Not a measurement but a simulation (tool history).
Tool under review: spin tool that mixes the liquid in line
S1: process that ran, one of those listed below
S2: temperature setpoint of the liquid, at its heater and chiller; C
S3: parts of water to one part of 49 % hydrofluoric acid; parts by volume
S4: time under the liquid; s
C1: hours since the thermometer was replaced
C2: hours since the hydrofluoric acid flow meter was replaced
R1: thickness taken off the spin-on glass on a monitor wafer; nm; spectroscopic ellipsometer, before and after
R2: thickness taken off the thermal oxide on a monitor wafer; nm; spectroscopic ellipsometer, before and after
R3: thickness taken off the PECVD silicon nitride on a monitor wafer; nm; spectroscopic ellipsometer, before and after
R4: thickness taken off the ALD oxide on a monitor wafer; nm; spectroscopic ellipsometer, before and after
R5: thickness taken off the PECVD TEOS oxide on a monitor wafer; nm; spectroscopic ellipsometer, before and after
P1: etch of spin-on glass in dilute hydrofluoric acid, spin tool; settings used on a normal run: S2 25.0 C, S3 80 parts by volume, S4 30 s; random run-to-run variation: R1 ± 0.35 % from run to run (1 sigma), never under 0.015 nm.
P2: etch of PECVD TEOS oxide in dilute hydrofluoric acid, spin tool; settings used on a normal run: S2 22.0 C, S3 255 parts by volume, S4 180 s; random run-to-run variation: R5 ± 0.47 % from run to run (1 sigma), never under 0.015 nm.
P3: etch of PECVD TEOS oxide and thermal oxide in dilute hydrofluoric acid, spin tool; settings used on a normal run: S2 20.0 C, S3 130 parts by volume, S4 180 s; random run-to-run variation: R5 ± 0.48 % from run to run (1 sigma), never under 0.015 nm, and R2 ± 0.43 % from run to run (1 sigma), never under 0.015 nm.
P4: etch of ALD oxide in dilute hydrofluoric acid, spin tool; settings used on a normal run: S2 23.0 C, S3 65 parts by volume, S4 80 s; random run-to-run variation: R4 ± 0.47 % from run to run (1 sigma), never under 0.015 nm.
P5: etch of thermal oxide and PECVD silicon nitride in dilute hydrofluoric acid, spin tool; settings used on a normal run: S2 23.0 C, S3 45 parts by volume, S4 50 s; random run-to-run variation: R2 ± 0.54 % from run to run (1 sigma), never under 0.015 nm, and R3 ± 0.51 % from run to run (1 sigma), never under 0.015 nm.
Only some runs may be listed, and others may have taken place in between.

Run 1, hour 8.8: S1 P1, S2 25.0 C, S3 80 parts by volume, S4 30 s; C1 555.9; C2 187.6. Result: R1 12.8480 nm.
Run 2, hour 18.9: S1 P5, S2 23.0 C, S3 45 parts by volume, S4 15 s; C1 566.0; C2 197.7. Result: R2 1.6409 nm, R3 1.4783 nm.
Run 3, hour 27.9: S1 P4, S2 23.0 C, S3 65 parts by volume, S4 80 s; C1 575.0; C2 206.7. Result: R4 25.6900 nm.
Run 4, hour 38.9: S1 P3, S2 20.0 C, S3 130 parts by volume, S4 180 s; C1 586.0; C2 217.7. Result: R2 5.6000 nm, R5 12.4340 nm.
Run 5, hour 46.6: S1 P2, S2 22.0 C, S3 255 parts by volume, S4 85 s; C1 593.7; C2 225.4. Result: R5 4.3614 nm.
Run 6, hour 59.0: S1 P2, S2 22.0 C, S3 135 parts by volume, S4 180 s; C1 606.1; C2 237.8. Result: R5 19.8480 nm.
Run 7, hour 67.8: S1 P5, S2 19.5 C, S3 45 parts by volume, S4 50 s; C1 614.9; C2 246.6. Result: R2 4.7173 nm, R3 3.9304 nm.
Run 8, hour 77.7: S1 P5, S2 23.0 C, S3 30 parts by volume, S4 50 s; C1 624.8; C2 256.5. Result: R2 8.4016 nm, R3 7.4543 nm.
Run 9, hour 88.4: S1 P2, S2 22.0 C, S3 255 parts by volume, S4 180 s; C1 635.5; C2 267.2. Result: R5 9.2286 nm.
Run 10, hour 95.6: S1 P5, S2 23.0 C, S3 45 parts by volume, S4 50 s; C1 642.7; C2 274.4. Result: R2 5.4499 nm, R3 5.0625 nm.
Run 11, hour 103.2: S1 P4, S2 23.0 C, S3 25 parts by volume, S4 80 s; C1 650.3; C2 282.0. Result: R4 70.8390 nm.
Run 12, hour 111.3: S1 P3, S2 20.0 C, S3 130 parts by volume, S4 35 s; C1 658.4; C2 290.1. Result: R2 1.0944 nm, R5 2.4167 nm.
Run 13, hour 120.9: S1 P3, S2 17.0 C, S3 130 parts by volume, S4 180 s; C1 668.0; C2 299.7. Result: R2 4.9355 nm, R5 10.9560 nm.
Run 14, hour 134.2: S1 P2, S2 18.5 C, S3 255 parts by volume, S4 180 s; C1 681.3; C2 313.0. Result: R5 8.2201 nm.
Run 15, hour 145.8: S1 P3, S2 20.0 C, S3 30 parts by volume, S4 180 s; C1 692.9; C2 324.6. Result: R2 27.3500 nm, R5 60.0050 nm.
Run 16, hour 151.5: S1 P1, S2 25.0 C, S3 40 parts by volume, S4 30 s; C1 698.6; C2 330.3. Result: R1 27.0710 nm.
Run 17, hour 158.3: S1 P1, S2 29.5 C, S3 80 parts by volume, S4 30 s; C1 705.4; C2 337.1. Result: R1 15.1450 nm.
Run 18, hour 168.4: S1 P1, S2 25.0 C, S3 80 parts by volume, S4 60 s; C1 715.5; C2 347.2. Result: R1 25.4880 nm.
Run 19, hour 176.3: S1 P4, S2 29.5 C, S3 65 parts by volume, S4 80 s; C1 723.4; C2 355.1. Result: R4 33.4210 nm.
Run 20, hour 183.8: S1 P1, S2 25.0 C, S3 120 parts by volume, S4 30 s; C1 730.9; C2 362.6. Result: R1 8.1100 nm.
Run 21, hour 194.0: S1 P1, S2 19.5 C, S3 80 parts by volume, S4 30 s; C1 741.1; C2 372.8. Result: R1 10.2230 nm.
Run 22, hour 205.7: S1 P1, S2 25.0 C, S3 80 parts by volume, S4 15 s; C1 752.8; C2 384.5. Result: R1 6.3962 nm.
Run 23, hour 212.7: S1 P2, S2 22.0 C, S3 255 parts by volume, S4 180 s; C1 759.8; C2 391.5. Result: R5 9.1891 nm.
Run 24, hour 223.4: S1 P4, S2 23.0 C, S3 65 parts by volume, S4 15 s; C1 770.5; C2 402.2. Result: R4 4.8487 nm.
Run 25, hour 234.4: S1 P1, S2 30.5 C, S3 140 parts by volume, S4 30 s; C1 781.5; C2 413.2. Result: R1 8.3662 nm.
Run 26, hour 247.4: S1 P1, S2 25.0 C, S3 80 parts by volume, S4 30 s; C1 794.5; C2 426.2. Result: R1 12.7610 nm.
Run 27, hour 258.5: S1 P1, S2 31.5 C, S3 80 parts by volume, S4 15 s; C1 805.6; C2 437.3. Result: R1 8.1868 nm.
Run 28, hour 270.8: S1 P1, S2 25.0 C, S3 80 parts by volume, S4 30 s; C1 817.9; C2 449.6. Result: R1 12.8020 nm.
Run 29, hour 279.0: S1 P1, S2 25.0 C, S3 80 parts by volume, S4 30 s; C1 826.1; C2 457.8. Result: R1 12.8110 nm.
Run 30, hour 284.9: S1 P1, S2 25.0 C, S3 80 parts by volume, S4 30 s; C1 832.0; C2 463.7. Result: R1 12.7790 nm.
Run 31, hour 292.6: S1 P1, S2 25.0 C, S3 80 parts by volume, S4 30 s; C1 839.7; C2 471.4. Result: R1 12.6770 nm.
Run 32, hour 304.9: S1 P1, S2 25.0 C, S3 80 parts by volume, S4 30 s; C1 852.0; C2 483.7. Result: R1 12.7600 nm.
Run 33, hour 318.2: S1 P1, S2 25.0 C, S3 80 parts by volume, S4 30 s; C1 865.3; C2 497.0. Result: R1 12.2000 nm.
Run 34, hour 330.4: S1 P1, S2 25.0 C, S3 80 parts by volume, S4 30 s; C1 877.5; C2 509.2. Result: R1 11.9660 nm.
Run 35, hour 336.8: S1 P1, S2 25.0 C, S3 80 parts by volume, S4 30 s; C1 883.9; C2 515.6. Result: R1 11.9240 nm.
Run 36, hour 343.4: S1 P1, S2 25.0 C, S3 80 parts by volume, S4 30 s; C1 890.5; C2 522.2. Result: R1 11.8750 nm.
Run 37, hour 349.3: S1 P1, S2 25.0 C, S3 80 parts by volume, S4 30 s; C1 896.4; C2 528.1. Result: R1 11.8570 nm.
Run 38, hour 357.3: S1 P1, S2 25.0 C, S3 80 parts by volume, S4 30 s; C1 904.4; C2 536.1. Result: R1 11.8900 nm.
Run 39, hour 363.5: S1 P1, S2 25.0 C, S3 80 parts by volume, S4 30 s; C1 910.6; C2 542.3. Result: R1 11.7860 nm.

The output of P1 has drifted from where it used to be. Each of the 2 causes below, taken at the size shown beside it, accounts for the log equally well:
A: hydrofluoric acid flow below the setpoint (%) = 6.91
B: liquid colder than its thermometer reads (K) = 1.97
The onset of the drift is placed at about hour 304.9.

Listed below are the offered check runs, one wafer per run, with question marks in place of results. For which of them would the causes give clearly different outcomes?
Run check 1, hour 369.7: S1 P3, S2 20.0 C, S3 40 parts by volume, S4 180 s. Result: R2 ?, R5 ?.
Run check 2, hour 369.7: S1 P2, S2 19.0 C, S3 255 parts by volume, S4 115 s. Result: R5 ?.
Run check 3, hour 369.7: S1 P4, S2 23.0 C, S3 35 parts by volume, S4 30 s. Result: R4 ?.
Run check 4, hour 369.7: S1 P5, S2 23.0 C, S3 30 parts by volume, S4 15 s. Result: R2 ?, R3 ?.

How each check would come out, cause by cause:
  check  result     if A     if B
check 1      R2  18.6740  18.4930
check 1      R5  41.4410  41.0410
check 2      R5   4.8542   4.9188
check 3      R4  17.3120  17.1690
check 4      R2   2.3431   2.3220
check 4      R3   2.0910   1.9558
Separation of the two closest causes in each check, using whichever result separates them best: check 1 0.97 %; check 2 1.32 %; check 3 0.83 %; check 4 6.68 %
Of the check runs offered, only check 4 discriminates between the causes; the rest would read about the same regardless of which cause applies.

Here is what check 4 returned: R2 2.3373 nm; R3 1.9331 nm. Which cause is it?

Of the candidate causes, it is B: liquid colder than its thermometer reads (K).
